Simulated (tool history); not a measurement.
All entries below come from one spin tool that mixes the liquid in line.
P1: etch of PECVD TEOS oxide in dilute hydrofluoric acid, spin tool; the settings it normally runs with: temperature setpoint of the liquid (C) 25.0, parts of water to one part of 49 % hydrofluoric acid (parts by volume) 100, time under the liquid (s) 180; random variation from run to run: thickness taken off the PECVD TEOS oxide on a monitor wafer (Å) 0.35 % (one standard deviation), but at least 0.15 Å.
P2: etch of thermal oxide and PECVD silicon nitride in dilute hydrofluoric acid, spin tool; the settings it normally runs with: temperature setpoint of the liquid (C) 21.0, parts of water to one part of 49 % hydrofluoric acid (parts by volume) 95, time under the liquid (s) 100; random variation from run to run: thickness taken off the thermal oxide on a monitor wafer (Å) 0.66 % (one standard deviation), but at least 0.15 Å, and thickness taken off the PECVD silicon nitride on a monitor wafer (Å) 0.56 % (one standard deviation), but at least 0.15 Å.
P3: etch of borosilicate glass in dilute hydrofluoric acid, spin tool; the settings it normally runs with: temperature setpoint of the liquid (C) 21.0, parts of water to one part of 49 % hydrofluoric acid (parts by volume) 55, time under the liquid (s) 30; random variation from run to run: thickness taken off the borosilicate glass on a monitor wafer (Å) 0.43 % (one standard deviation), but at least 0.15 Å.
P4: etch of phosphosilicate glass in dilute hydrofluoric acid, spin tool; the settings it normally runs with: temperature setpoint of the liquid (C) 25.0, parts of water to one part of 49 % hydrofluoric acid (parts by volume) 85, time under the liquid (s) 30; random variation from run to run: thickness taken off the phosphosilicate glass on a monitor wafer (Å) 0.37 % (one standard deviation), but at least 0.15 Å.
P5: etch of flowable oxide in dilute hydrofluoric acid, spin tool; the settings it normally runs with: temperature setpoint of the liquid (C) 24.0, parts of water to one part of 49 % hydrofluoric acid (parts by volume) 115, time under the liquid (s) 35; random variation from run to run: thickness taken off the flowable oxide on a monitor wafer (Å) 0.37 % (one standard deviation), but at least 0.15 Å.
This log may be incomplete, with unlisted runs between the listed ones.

| run | hour | process that ran | temperature setpoint of the liquid (C) | parts of water to one part of 49 % hydrofluoric acid (parts by volume) | time under the liquid (s) | thickness taken off the PECVD TEOS oxide on a monitor wafer (Å) | thickness taken off the phosphosilicate glass on a monitor wafer (Å) | thickness taken off the borosilicate glass on a monitor wafer (Å) | thickness taken off the flowable oxide on a monitor wafer (Å) | thickness taken off the thermal oxide on a monitor wafer (Å) | thickness taken off the PECVD silicon nitride on a monitor wafer (Å) |
|---|---|---|---|---|---|---|---|---|---|---|---|
| 1 | 15.3 | P1 | 25.0 | 100 | 180 | 191.470 |  |  |  |  |  |
| 2 | 27.1 | P1 | 33.0 | 100 | 320 | 463.700 |  |  |  |  |  |
| 3 | 35.6 | P4 | 21.0 | 85 | 30 |  | 470.27 |  |  |  |  |
| 4 | 46.4 | P3 | 21.0 | 55 | 15 |  |  | 47.075 |  |  |  |
| 5 | 57.9 | P5 | 24.0 | 115 | 35 |  |  |  | 117.430 |  |  |
| 6 | 76.5 | P5 | 24.0 | 115 | 35 |  |  |  | 118.200 |  |  |
| 7 | 93.1 | P4 | 25.0 | 85 | 15 |  | 277.12 |  |  |  |  |
| 8 | 110.6 | P1 | 25.0 | 25 | 180 | 840.450 |  |  |  |  |  |
| 9 | 126.3 | P1 | 25.0 | 100 | 350 | 372.960 |  |  |  |  |  |
| 10 | 143.5 | P4 | 25.0 | 85 | 30 |  | 553.21 |  |  |  |  |
| 11 | 155.0 | P2 | 17.0 | 95 | 100 |  |  |  |  | 39.419 | 36.283 |
| 12 | 165.5 | P2 | 21.0 | 95 | 35 |  |  |  |  | 16.224 | 16.707 |
| 13 | 181.4 | P1 | 25.0 | 100 | 180 | 191.570 |  |  |  |  |  |
| 14 | 197.6 | P1 | 20.5 | 100 | 40 | 35.696 |  |  |  |  |  |
| 15 | 210.4 | P5 | 24.0 | 165 | 35 |  |  |  | 77.384 |  |  |
| 16 | 220.6 | P1 | 25.0 | 165 | 180 | 107.160 |  |  |  |  |  |
| 17 | 231.5 | P4 | 25.0 | 45 | 30 |  | 1109.40 |  |  |  |  |
| 18 | 239.9 | P1 | 29.5 | 100 | 180 | 228.350 |  |  |  |  |  |
| 19 | 248.5 | P5 | 24.0 | 115 | 55 |  |  |  | 185.540 |  |  |
| 20 | 261.7 | P3 | 21.0 | 20 | 30 |  |  | 270.640 |  |  |  |
| 21 | 279.2 | P1 | 25.0 | 100 | 180 | 191.100 |  |  |  |  |  |
| 22 | 294.6 | P2 | 21.0 | 20 | 100 |  |  |  |  | 246.560 | 215.140 |
| 23 | 312.8 | P1 | 25.0 | 100 | 180 | 191.780 |  |  |  |  |  |
| 24 | 326.8 | P1 | 25.0 | 100 | 60 | 64.058 |  |  |  |  |  |
| 25 | 339.0 | P3 | 28.5 | 55 | 30 |  |  | 128.890 |  |  |  |
| 26 | 350.8 | P1 | 25.0 | 100 | 180 | 192.320 |  |  |  |  |  |
| 27 | 367.3 | P2 | 21.0 | 95 | 100 |  |  |  |  | 47.149 | 47.901 |
| 28 | 380.8 | P3 | 21.0 | 55 | 30 |  |  | 94.089 |  |  |  |
| 29 | 389.6 | P1 | 25.0 | 100 | 180 | 192.450 |  |  |  |  |  |
| 30 | 401.2 | P5 | 29.0 | 115 | 35 |  |  |  | 142.610 |  |  |
| 31 | 416.0 | P1 | 20.5 | 100 | 180 | 160.180 |  |  |  |  |  |
| 32 | 426.7 | P1 | 25.0 | 100 | 180 | 193.350 |  |  |  |  |  |
| 33 | 436.2 | P2 | 21.0 | 95 | 100 |  |  |  |  | 47.232 | 47.498 |
| 34 | 444.3 | P1 | 25.0 | 100 | 180 | 191.880 |  |  |  |  |  |
| 35 | 461.3 | P1 | 25.0 | 100 | 180 | 184.840 |  |  |  |  |  |
| 36 | 479.2 | P1 | 25.0 | 100 | 180 | 180.790 |  |  |  |  |  |
| 37 | 496.8 | P1 | 25.0 | 100 | 180 | 179.290 |  |  |  |  |  |
| 38 | 514.7 | P1 | 25.0 | 100 | 180 | 176.890 |  |  |  |  |  |
| 39 | 530.0 | P1 | 25.0 | 100 | 180 | 177.860 |  |  |  |  |  |
| 40 | 541.8 | P1 | 25.0 | 100 | 180 | 177.260 |  |  |  |  |  |

Run 41 comes next. What will it give?
| 41 | 558.2 | P1 | 25.0 | 100 | 180 | ? |  |  |  |  |  |

Run 41 produced thickness taken off the PECVD TEOS oxide on a monitor wafer (Å) 175.690.
